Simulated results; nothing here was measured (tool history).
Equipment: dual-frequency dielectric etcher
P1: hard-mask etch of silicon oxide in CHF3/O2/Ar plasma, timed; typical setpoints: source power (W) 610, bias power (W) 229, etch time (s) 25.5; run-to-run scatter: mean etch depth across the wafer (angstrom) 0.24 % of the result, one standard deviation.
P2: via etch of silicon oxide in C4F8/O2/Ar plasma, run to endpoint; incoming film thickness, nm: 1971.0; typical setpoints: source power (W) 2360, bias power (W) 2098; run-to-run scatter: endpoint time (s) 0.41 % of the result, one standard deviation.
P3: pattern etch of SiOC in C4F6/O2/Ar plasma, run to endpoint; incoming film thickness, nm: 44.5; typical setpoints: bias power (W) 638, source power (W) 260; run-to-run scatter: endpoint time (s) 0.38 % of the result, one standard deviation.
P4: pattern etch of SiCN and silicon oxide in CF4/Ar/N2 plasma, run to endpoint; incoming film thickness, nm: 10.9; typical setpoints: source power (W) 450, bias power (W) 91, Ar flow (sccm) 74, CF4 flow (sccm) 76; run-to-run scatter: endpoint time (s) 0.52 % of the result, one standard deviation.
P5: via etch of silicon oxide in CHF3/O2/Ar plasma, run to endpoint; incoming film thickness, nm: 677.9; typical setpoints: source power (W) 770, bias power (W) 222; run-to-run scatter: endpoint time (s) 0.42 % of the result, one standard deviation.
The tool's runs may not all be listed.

run   hour  process that ran  source power (W)  bias power (W)  etch time (s)  Ar flow (sccm)  CF4 flow (sccm)  hours since the last wet clean  hours since the last source power generator calibration  hours since the last bias power generator calibration  mean etch depth across the wafer (angstrom)  endpoint time (s)
  1   13.4                P1               610             229           25.5                                                            504.7                                                   1043.8                                                 1336.9                                       555.48
  2   25.9                P2              2360            2098                                                                           517.2                                                   1056.3                                                 1349.4                                                          355.83
  3   39.5                P4               450              91                             74               76                           530.8                                                   1069.9                                                   1363                                                          11.359
  4   47.3                P1               610             229           25.5                                                            538.6                                                   1077.7                                                 1370.8                                       556.89
  5   62.4                P1               610             229           14.5                                                            553.7                                                   1092.8                                                 1385.9                                       316.22
  6   73.4                P3               260             638                                                                           564.7                                                   1103.8                                                 1396.9                                                          16.153
  7   87.9                P1               610             229           25.5                                                            579.2                                                   1118.3                                                 1411.4                                       555.15
  8   94.9                P1               610             229           33.5                                                            586.2                                                   1125.3                                                 1418.4                                       728.67
  9  104.6                P3               260             833                                                                           595.9                                                     1135                                                 1428.1                                                          14.635
 10    120                P1               750             229             19                                                            611.3                                                   1150.4                                                 1443.5                                       449.35
 11  127.8                P5               770             222                                                                           619.1                                                   1158.2                                                 1451.3                                                          291.26
 12  139.3                P1               460             229           25.5                                                            630.6                                                   1169.7                                                 1462.8                                       501.05
 13  146.4                P4               450              91                            103               76                           637.7                                                   1176.8                                                 1469.9                                                          11.905
 14  154.8                P2              2360            2098                                                                           646.1                                                   1185.2                                                 1478.3                                                          356.92
 15  165.5                P5               470             222                                                                           656.8                                                   1195.9                                                   1489                                                          349.42
 16    178                P4               560              91                             74               76                           669.3                                                   1208.4                                                 1501.5                                                          9.4234
 17  188.2                P1               610             229           25.5                                                            679.5                                                   1218.6                                                 1511.7                                       556.52
 18  199.4                P4               450              91                             74               76                           690.7                                                   1229.8                                                 1522.9                                                          11.477
 19  211.7                P1               770             229           25.5                                                              703                                                   1242.1                                                 1535.2                                       608.09
 20  225.1                P1               610             183           25.5                                                            716.4                                                   1255.5                                                 1548.6                                       514.81
 21  238.9                P2              2360            1519                                                                           730.2                                                   1269.3                                                 1562.4                                                          385.89
 22  251.4                P5               770             134                                                                           742.7                                                   1281.8                                                 1574.9                                                          343.47
 23  264.2                P4               450              66                             74               76                           755.5                                                   1294.6                                                 1587.7                                                          12.593
 24  271.4                P4               450              91                             74               94                           762.7                                                   1301.8                                                 1594.9                                                          11.035
 25  278.8                P1               740             229           18.5                                                            770.1                                                   1309.2                                                 1602.3                                       432.39
 26  291.5                P1               610             276           25.5                                                            782.8                                                   1321.9                                                   1615                                       593.48
 27  304.4                P3               170             638                                                                           795.7                                                   1334.8                                                 1627.9                                                          18.828
 28  315.1                P2              1450            2098                                                                           806.4                                                   1345.5                                                 1638.6                                                          432.35
 29  328.2                P1               610             229           25.5                                                            819.5                                                   1358.6                                                 1651.7                                       556.23
 30  337.5                P1               610             229           25.5                                                            828.8                                                   1367.9                                                   1661                                       552.24
 31    352                P1               610             229           25.5                                                            843.3                                                   1382.4                                                 1675.5                                       551.26
 32  364.4                P1               610             229           25.5                                                            855.7                                                   1394.8                                                 1687.9                                       548.44
 33  377.8                P1               610             229           25.5                                                            869.1                                                   1408.2                                                 1701.3                                       549.52
 34  391.9                P1               610             229           25.5                                                            883.2                                                   1422.3                                                 1715.4                                       546.57
 35    406                P1               610             229           25.5                                                            897.3                                                   1436.4                                                 1729.5                                       546.75
     406.9  -- wet clean of the chamber
 36  417.8                P1               610             229           25.5                                                               11                                                   1448.2                                                 1741.3                                       545.74
 37  424.7                P1               610             229           25.5                                                             17.9                                                   1455.1                                                 1748.2                                       549.13

Expected results for the next run?
 38  436.7                P1               610             229           25.5                                                             29.9                                                   1467.1                                                 1760.2                                            ?

mean etch depth across the wafer (angstrom): 545.62
